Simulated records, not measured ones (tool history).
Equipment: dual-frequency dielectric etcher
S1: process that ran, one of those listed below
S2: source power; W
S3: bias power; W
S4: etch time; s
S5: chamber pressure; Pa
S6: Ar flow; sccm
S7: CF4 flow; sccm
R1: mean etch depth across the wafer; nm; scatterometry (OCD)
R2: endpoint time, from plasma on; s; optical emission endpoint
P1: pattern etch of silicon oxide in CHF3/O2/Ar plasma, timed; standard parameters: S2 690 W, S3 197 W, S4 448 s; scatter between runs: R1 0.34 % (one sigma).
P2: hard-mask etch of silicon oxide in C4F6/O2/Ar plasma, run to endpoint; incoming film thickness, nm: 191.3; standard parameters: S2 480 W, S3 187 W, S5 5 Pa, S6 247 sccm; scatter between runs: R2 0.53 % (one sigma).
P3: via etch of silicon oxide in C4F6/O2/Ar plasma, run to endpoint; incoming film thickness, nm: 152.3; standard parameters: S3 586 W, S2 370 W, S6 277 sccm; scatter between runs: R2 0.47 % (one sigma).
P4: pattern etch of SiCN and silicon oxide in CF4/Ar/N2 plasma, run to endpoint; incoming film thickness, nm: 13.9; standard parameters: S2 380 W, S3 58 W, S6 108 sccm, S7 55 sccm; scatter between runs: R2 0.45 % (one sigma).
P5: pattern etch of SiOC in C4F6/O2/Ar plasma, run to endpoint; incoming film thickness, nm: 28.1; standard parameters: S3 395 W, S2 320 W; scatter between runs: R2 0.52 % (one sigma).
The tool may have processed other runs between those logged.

| run | hour | S1 | S2 | S3 | S4 | S5 | S6 | S7 | R1 | R2 |
|---|---|---|---|---|---|---|---|---|---|---|
| 1 | 5.9 | P1 | 690 | 197 | 448 |  |  |  | 968.55 |  |
| 2 | 10.3 | P2 | 320 | 187 |  | 5 | 247 |  |  | 65.36 |
| 3 | 15.2 | P4 | 380 | 58 |  |  | 108 | 36 |  | 23.249 |
| 4 | 21 | P1 | 690 | 143 | 448 |  |  |  | 873.93 |  |
| 5 | 24.1 | P1 | 690 | 197 | 448 |  |  |  | 973.54 |  |
| 6 | 27.3 | P3 | 370 | 586 |  |  | 392 |  |  | 33.769 |
| 7 | 31.9 | P3 | 370 | 586 |  |  | 277 |  |  | 32.842 |
| 8 | 35.5 | P2 | 480 | 187 |  | 3.73 | 247 |  |  | 54.054 |
| 9 | 40.6 | P1 | 690 | 197 | 448 |  |  |  | 967.95 |  |
| 10 | 46.3 | P1 | 830 | 197 | 448 |  |  |  | 1043.6 |  |
| 11 | 49.6 | P1 | 690 | 197 | 565.5 |  |  |  | 1222.9 |  |
| 12 | 55.6 | P4 | 380 | 58 |  |  | 148 | 55 |  | 22.871 |
| 13 | 59.2 | P5 | 320 | 548 |  |  |  |  |  | 10.236 |
| 14 | 64.9 | P1 | 550 | 159 | 448 |  |  |  | 829.8 |  |
| 15 | 70.2 | P2 | 480 | 187 |  | 5 | 247 |  |  | 56.628 |
| 16 | 76.4 | P2 | 480 | 187 |  | 5 | 247 |  |  | 56.441 |
| 17 | 81.1 | P3 | 370 | 818 |  |  | 277 |  |  | 28.878 |
| 18 | 84.8 | P2 | 480 | 113 |  | 5 | 247 |  |  | 64.763 |
| 19 | 87.7 | P1 | 690 | 197 | 448 |  |  |  | 973.15 |  |
| 20 | 92.1 | P5 | 320 | 395 |  |  |  |  |  | 11.655 |
|  | 93.6 | wet clean of the chamber |
| 21 | 96 | P4 | 210 | 58 |  |  | 108 | 55 |  | 36.344 |
| 22 | 98.7 | P4 | 380 | 36 |  |  | 108 | 55 |  | 25.298 |
| 23 | 103.9 | P5 | 320 | 395 |  |  |  |  |  | 11.605 |
| 24 | 107.4 | P5 | 440 | 395 |  |  |  |  |  | 10.413 |
| 25 | 111.5 | P3 | 480 | 586 |  |  | 277 |  |  | 29.796 |
| 26 | 117 | P4 | 380 | 58 |  |  | 108 | 55 |  | 21.483 |
| 27 | 121.8 | P1 | 410 | 197 | 448 |  |  |  | 797.8 |  |
| 28 | 125.5 | P1 | 690 | 264 | 448 |  |  |  | 1074.1 |  |
| 29 | 131.3 | P1 | 690 | 197 | 448 |  |  |  | 973.44 |  |
| 30 | 136.1 | P2 | 480 | 187 |  | 5 | 179 |  |  | 54.654 |
| 31 | 140 | P1 | 690 | 197 | 292 |  |  |  | 628.96 |  |
| 32 | 144.8 | P1 | 690 | 197 | 448 |  |  |  | 969.03 |  |
| 33 | 147.5 | P1 | 690 | 197 | 448 |  |  |  | 961.83 |  |
| 34 | 152.8 | P1 | 690 | 197 | 448 |  |  |  | 961.73 |  |
| 35 | 157.4 | P1 | 690 | 197 | 448 |  |  |  | 952.3 |  |
| 36 | 161.3 | P1 | 690 | 197 | 448 |  |  |  | 951.32 |  |
|  | 164.9 | wet clean of the chamber |
| 37 | 165.8 | P1 | 690 | 197 | 448 |  |  |  | 958.78 |  |
| 38 | 169.7 | P1 | 690 | 197 | 448 |  |  |  | 955.15 |  |
| 39 | 172.8 | P1 | 690 | 197 | 448 |  |  |  | 953.87 |  |

The output of P1 has drifted from where it used to be. Each of the 2 causes below, taken at the size shown beside it, accounts for the log equally well:
A: bias power that arrives under what is set, % = 4.95
B: source power that arrives under what is set, % = 4.39
Onset of the creep was near hour 144.8.
Excluded causes, each with its reason:
chamber walls in a state that lowers the etch rate, %: serviced at hour 164.9, after the change had begun; the process did not return to its earlier output

Below are 4 check runs, each averaged over 2 wafers, with their results shown as question marks. Which of them would give clearly different results depending on which cause is behind the drift?
| check 1 | 175.9 | P3 | 480 | 586 |  |  | 386 |  |  | ? |
| check 2 | 175.9 | P2 | 480 | 151 |  | 5 | 200 |  |  | ? |
| check 3 | 175.9 | P4 | 380 | 47 |  |  | 108 | 55 |  | ? |
| check 4 | 175.9 | P5 | 320 | 460 |  |  |  |  |  | ? |

What each check would give under each cause:
| check | result | if A | if B |
|---|---|---|---|
| check 1 | R2 | 31.412 | 31.328 |
| check 2 | R2 | 59.721 | 59.88 |
| check 3 | R2 | 23.599 | 24.154 |
| check 4 | R2 | 11.185 | 11.159 |
Per-check spread between the two closest causes, in the result where they differ most: check 1 0.27 %; check 2 0.27 %; check 3 2.32 %; check 4 0.23 %
The other checks would show nearly matching results whichever cause is true, so check 3 is the only one that separates the causes.

Running check 3 produced the following: R2 23.666 s. Which one of the listed causes fits?

The correct cause is A, namely: bias power that arrives under what is set, %.

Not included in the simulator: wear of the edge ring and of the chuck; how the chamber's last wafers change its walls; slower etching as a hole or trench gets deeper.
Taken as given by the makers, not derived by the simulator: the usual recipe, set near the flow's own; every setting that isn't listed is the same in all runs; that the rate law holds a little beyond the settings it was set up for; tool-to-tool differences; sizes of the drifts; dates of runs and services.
